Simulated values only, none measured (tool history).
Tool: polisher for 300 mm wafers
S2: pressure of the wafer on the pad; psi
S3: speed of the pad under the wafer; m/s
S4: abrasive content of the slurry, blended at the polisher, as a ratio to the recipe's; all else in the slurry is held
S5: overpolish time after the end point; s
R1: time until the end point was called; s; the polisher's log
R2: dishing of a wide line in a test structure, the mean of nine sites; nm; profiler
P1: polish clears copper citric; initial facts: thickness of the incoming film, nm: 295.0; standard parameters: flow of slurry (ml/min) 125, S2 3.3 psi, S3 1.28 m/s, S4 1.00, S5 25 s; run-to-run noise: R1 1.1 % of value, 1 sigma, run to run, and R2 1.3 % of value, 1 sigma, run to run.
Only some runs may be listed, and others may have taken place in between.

run 1 hour=4.5 | flow_of_slurry_(ml/min)=125 S2=3.3 S3=1.28 S4=1.00 S5=25 | R1=86.583 R2=47.450
run 2 hour=8.2 | flow_of_slurry_(ml/min)=75 S2=3.3 S3=1.28 S4=1.00 S5=25 | R1=99.294 R2=45.113
run 3 hour=11.9 | flow_of_slurry_(ml/min)=125 S2=3.3 S3=1.28 S4=1.00 S5=25 | R1=87.553 R2=48.952
run 4 hour=19.1 | flow_of_slurry_(ml/min)=125 S2=3.3 S3=1.28 S4=1.00 S5=50 | R1=86.337 R2=74.514
run 5 hour=24.8 | flow_of_slurry_(ml/min)=125 S2=3.3 S3=1.28 S4=1.00 S5=25 | R1=87.542 R2=48.932
run 6 hour=29.3 | flow_of_slurry_(ml/min)=125 S2=3.3 S3=1.28 S4=0.55 S5=25 | R1=99.371 R2=44.801
run 7 hour=35.3 | flow_of_slurry_(ml/min)=125 S2=3.3 S3=1.28 S4=1.00 S5=25 | R1=88.576 R2=48.908
run 8 hour=40.8 | flow_of_slurry_(ml/min)=180 S2=3.3 S3=1.28 S4=1.00 S5=25 | R1=83.381 R2=50.863
run 9 hour=47.0 | flow_of_slurry_(ml/min)=125 S2=3.3 S3=1.28 S4=1.00 S5=8 | R1=88.498 R2=18.389
run 10 hour=51.4 | flow_of_slurry_(ml/min)=125 S2=3.3 S3=1.28 S4=1.00 S5=25 | R1=86.921 R2=47.684
run 11 hour=58.7 | flow_of_slurry_(ml/min)=125 S2=3.3 S3=0.94 S4=1.00 S5=25 | R1=117.030 R2=38.641
run 12 hour=65.7 | flow_of_slurry_(ml/min)=125 S2=3.3 S3=1.28 S4=1.50 S5=25 | R1=81.491 R2=51.241
run 13 hour=70.6 | flow_of_slurry_(ml/min)=125 S2=3.3 S3=2.00 S4=1.00 S5=25 | R1=56.992 R2=65.291
run 14 hour=77.9 | flow_of_slurry_(ml/min)=125 S2=4.4 S3=1.28 S4=1.00 S5=25 | R1=65.677 R2=60.924
run 15 hour=83.7 | flow_of_slurry_(ml/min)=125 S2=1.6 S3=1.28 S4=1.00 S5=25 | R1=178.470 R2=26.554
run 16 hour=90.9 | flow_of_slurry_(ml/min)=125 S2=2.2 S3=1.68 S4=1.00 S5=25 | R1=99.563 R2=42.893
run 17 hour=96.5 | flow_of_slurry_(ml/min)=160 S2=3.3 S3=1.28 S4=1.00 S5=8 | R1=83.961 R2=19.377
run 18 hour=100.3 | flow_of_slurry_(ml/min)=125 S2=3.3 S3=1.28 S4=1.00 S5=25 | R1=88.292 R2=47.513
run 19 hour=106.4 | flow_of_slurry_(ml/min)=125 S2=3.3 S3=1.28 S4=1.00 S5=25 | R1=89.598 R2=47.061
run 20 hour=110.8 | flow_of_slurry_(ml/min)=125 S2=3.3 S3=1.28 S4=1.00 S5=25 | R1=93.399 R2=46.789
run 21 hour=118.3 | flow_of_slurry_(ml/min)=125 S2=3.3 S3=1.28 S4=1.00 S5=25 | R1=94.440 R2=45.577
-- hour=119.4 slurry blender recalibrated
run 22 hour=121.7 | flow_of_slurry_(ml/min)=125 S2=3.3 S3=1.28 S4=1.00 S5=25 | R1=97.687 R2=44.237
-- hour=124.6 head pressure recalibrated
run 23 hour=126.2 | flow_of_slurry_(ml/min)=125 S2=3.3 S3=1.28 S4=1.00 S5=25 | R1=96.269 R2=45.012
run 24 hour=130.2 | flow_of_slurry_(ml/min)=125 S2=3.3 S3=1.28 S4=1.00 S5=25 | R1=95.987 R2=44.999
run 25 hour=136.4 | flow_of_slurry_(ml/min)=125 S2=3.3 S3=1.28 S4=1.00 S5=25 | R1=98.600 R2=46.311
run 26 hour=143.0 | flow_of_slurry_(ml/min)=125 S2=3.3 S3=1.28 S4=1.00 S5=25 | R1=98.591 R2=45.793
run 27 hour=149.8 | flow_of_slurry_(ml/min)=125 S2=3.3 S3=1.28 S4=1.00 S5=25 | R1=97.018 R2=44.491

What P1 gives has crept away from where it was. These 2 causes fit the log equally well, each at the size given:
A: slurry flow missing at the pad, % = 36.2
B: removal rate lost through wear of the pad, % = 10.6
The creep began at about hour 100.3.
Other possible causes, and why each is ruled out:
head's pressure below its setpoint, %: work on it at hour 124.6, done after the drift set in, did not restore what the process gave before
abrasive missing from the slurry, %: work on it at hour 119.4, done after the drift set in, did not restore what the process gave before

Which of the check runs below tells the causes apart, meaning the causes would give it clearly different results? Each run uses 2 wafers whose results are averaged, and each result is shown as a question mark.
run check 1 hour=156.6 | flow_of_slurry_(ml/min)=125 S2=3.3 S3=1.28 S4=1.00 S5=11 | R1=? R2=?
run check 2 hour=156.6 | flow_of_slurry_(ml/min)=75 S2=3.3 S3=1.28 S4=1.00 S5=40 | R1=? R2=?
run check 3 hour=156.6 | flow_of_slurry_(ml/min)=125 S2=3.3 S3=1.28 S4=1.00 S5=8 | R1=? R2=?
run check 4 hour=156.6 | flow_of_slurry_(ml/min)=125 S2=3.3 S3=1.72 S4=1.00 S5=25 | R1=? R2=?

Check results expected under each cause:
check=check_1 result=R1 if_A=97.890 if_B=97.898
check=check_1 result=R2 if_A=22.614 if_B=22.612
check=check_2 result=R1 if_A=118.520 if_B=111.600
check=check_2 result=R2 if_A=54.611 if_B=56.888
check=check_3 result=R1 if_A=97.890 if_B=97.898
check=check_3 result=R2 if_A=16.966 if_B=16.965
check=check_4 result=R1 if_A=73.170 if_B=73.176
check=check_4 result=R2 if_A=55.015 if_B=55.012
Separation of the two closest causes in each check, using whichever result separates them best: check 1 0.01 %; check 2 6.02 %; check 3 0.01 %; check 4 0.01 %
The causes can be told apart only by check 2. The other checks would give nearly the same results under each of them.

Check 2 has now been run. It gave: R1 111.620 s; R2 57.050 nm. Which of the candidate causes is it?

The cause is B: removal rate lost through wear of the pad, %.
